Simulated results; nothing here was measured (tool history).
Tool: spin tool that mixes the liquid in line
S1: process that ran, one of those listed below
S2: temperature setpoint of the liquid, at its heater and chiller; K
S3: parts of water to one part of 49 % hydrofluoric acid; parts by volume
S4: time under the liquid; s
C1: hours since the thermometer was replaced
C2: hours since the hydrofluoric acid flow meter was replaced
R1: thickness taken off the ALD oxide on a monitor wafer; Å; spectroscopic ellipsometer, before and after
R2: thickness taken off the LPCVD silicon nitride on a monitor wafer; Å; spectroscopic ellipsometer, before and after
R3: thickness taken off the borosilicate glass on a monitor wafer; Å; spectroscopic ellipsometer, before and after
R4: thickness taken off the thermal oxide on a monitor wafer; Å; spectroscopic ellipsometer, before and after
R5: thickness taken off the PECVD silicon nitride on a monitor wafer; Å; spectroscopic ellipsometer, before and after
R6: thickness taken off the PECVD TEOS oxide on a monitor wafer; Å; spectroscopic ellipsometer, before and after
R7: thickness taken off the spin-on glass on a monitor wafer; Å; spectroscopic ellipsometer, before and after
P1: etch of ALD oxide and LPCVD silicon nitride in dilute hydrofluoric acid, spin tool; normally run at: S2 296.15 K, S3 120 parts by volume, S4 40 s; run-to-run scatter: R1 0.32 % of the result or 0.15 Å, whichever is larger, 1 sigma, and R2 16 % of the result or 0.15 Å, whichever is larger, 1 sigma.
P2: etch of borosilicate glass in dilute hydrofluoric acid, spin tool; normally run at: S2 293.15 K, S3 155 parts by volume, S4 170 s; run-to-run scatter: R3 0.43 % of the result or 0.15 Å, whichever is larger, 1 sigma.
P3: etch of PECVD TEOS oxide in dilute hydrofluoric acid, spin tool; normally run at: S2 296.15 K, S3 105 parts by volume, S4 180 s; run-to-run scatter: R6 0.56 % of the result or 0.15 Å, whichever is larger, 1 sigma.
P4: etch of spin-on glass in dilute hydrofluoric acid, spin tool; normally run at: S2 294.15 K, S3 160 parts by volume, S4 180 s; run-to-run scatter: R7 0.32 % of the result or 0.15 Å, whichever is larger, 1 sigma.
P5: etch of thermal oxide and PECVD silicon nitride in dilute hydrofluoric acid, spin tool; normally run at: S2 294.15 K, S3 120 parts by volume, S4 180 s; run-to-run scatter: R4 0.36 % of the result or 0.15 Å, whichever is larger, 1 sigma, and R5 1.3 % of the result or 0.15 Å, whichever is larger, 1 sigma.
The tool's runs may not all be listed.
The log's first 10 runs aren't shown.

Run 11, day 1.858: S1 P2, S2 290.15 K, S3 155 parts by volume, S4 170 s; C1 1512.8; C2 1157.1. Result: R3 166.93 Å.
Run 12, day 2.075: S1 P5, S2 294.15 K, S3 120 parts by volume, S4 325 s; C1 1518.0; C2 1162.3. Result: R4 115.800 Å, R5 37.328 Å.
Run 13, day 2.254: S1 P1, S2 296.15 K, S3 120 parts by volume, S4 20 s; C1 1522.3; C2 1166.6. Result: R1 40.725 Å, R2 0.64333 Å.
Run 14, day 2.417: S1 P3, S2 296.15 K, S3 175 parts by volume, S4 180 s; C1 1526.2; C2 1170.5. Result: R6 83.267 Å.
Run 15, day 2.596: S1 P2, S2 293.15 K, S3 155 parts by volume, S4 170 s; C1 1530.5; C2 1174.8. Result: R3 188.07 Å.
Run 16, day 2.842: S1 P1, S2 296.15 K, S3 120 parts by volume, S4 65 s; C1 1536.4; C2 1180.7. Result: R1 132.220 Å, R2 2.93960 Å.
Run 17, day 3.088: S1 P3, S2 304.15 K, S3 105 parts by volume, S4 180 s; C1 1542.3; C2 1186.6. Result: R6 204.300 Å.
Run 18, day 3.275: S1 P1, S2 296.15 K, S3 120 parts by volume, S4 40 s; C1 1546.8; C2 1191.1. Result: R1 81.697 Å, R2 1.83480 Å.
Run 19, day 3.512: S1 P3, S2 296.15 K, S3 105 parts by volume, S4 180 s; C1 1552.5; C2 1196.8. Result: R6 148.790 Å.
Run 20, day 3.754: S1 P5, S2 294.15 K, S3 120 parts by volume, S4 180 s; C1 1558.3; C2 1202.6. Result: R4 64.287 Å, R5 20.922 Å.
Run 21, day 3.896: S1 P2, S2 293.15 K, S3 70 parts by volume, S4 170 s; C1 1561.7; C2 1206.0. Result: R3 462.38 Å.
Run 22, day 4.108: S1 P4, S2 290.15 K, S3 160 parts by volume, S4 180 s; C1 1566.8; C2 1211.1. Result: R7 323.09 Å.
Run 23, day 4.308: S1 P3, S2 296.15 K, S3 105 parts by volume, S4 180 s; C1 1571.6; C2 1215.9. Result: R6 150.320 Å.
Run 24, day 4.533: S1 P1, S2 290.15 K, S3 120 parts by volume, S4 40 s; C1 1577.0; C2 1221.3. Result: R1 63.929 Å, R2 0.63785 Å.
Run 25, day 4.771: S1 P4, S2 294.15 K, S3 160 parts by volume, S4 180 s; C1 1582.7; C2 1227.0. Result: R7 376.11 Å.
Run 26, day 4.912: S1 P4, S2 294.15 K, S3 45 parts by volume, S4 180 s; C1 1586.1; C2 1230.4. Result: R7 1541.80 Å.
Run 27, day 5.104: S1 P4, S2 294.15 K, S3 160 parts by volume, S4 300 s; C1 1590.7; C2 1235.0. Result: R7 629.62 Å.
Run 28, day 5.250: S1 P1, S2 296.15 K, S3 120 parts by volume, S4 40 s; C1 1594.2; C2 1238.5. Result: R1 81.768 Å, R2 1.61780 Å.
Run 29, day 5.362: S1 P1, S2 300.65 K, S3 120 parts by volume, S4 40 s; C1 1596.9; C2 1241.2. Result: R1 96.803 Å, R2 1.91860 Å.
Run 30, day 5.479: S1 P1, S2 299.65 K, S3 165 parts by volume, S4 40 s; C1 1599.7; C2 1244.0. Result: R1 64.216 Å, R2 1.39300 Å.
Run 31, day 5.658: S1 P1, S2 296.15 K, S3 80 parts by volume, S4 60 s; C1 1604.0; C2 1248.3. Result: R1 192.690 Å, R2 3.63130 Å.

Forecast run 32:
Run 32, day 5.883: S1 P1, S2 290.65 K, S3 120 parts by volume, S4 15 s; C1 1609.4; C2 1253.7. Result: R1 ?, R2 ?.

{"run 32": {"R1": 24.504, "R2": 0.46414}}
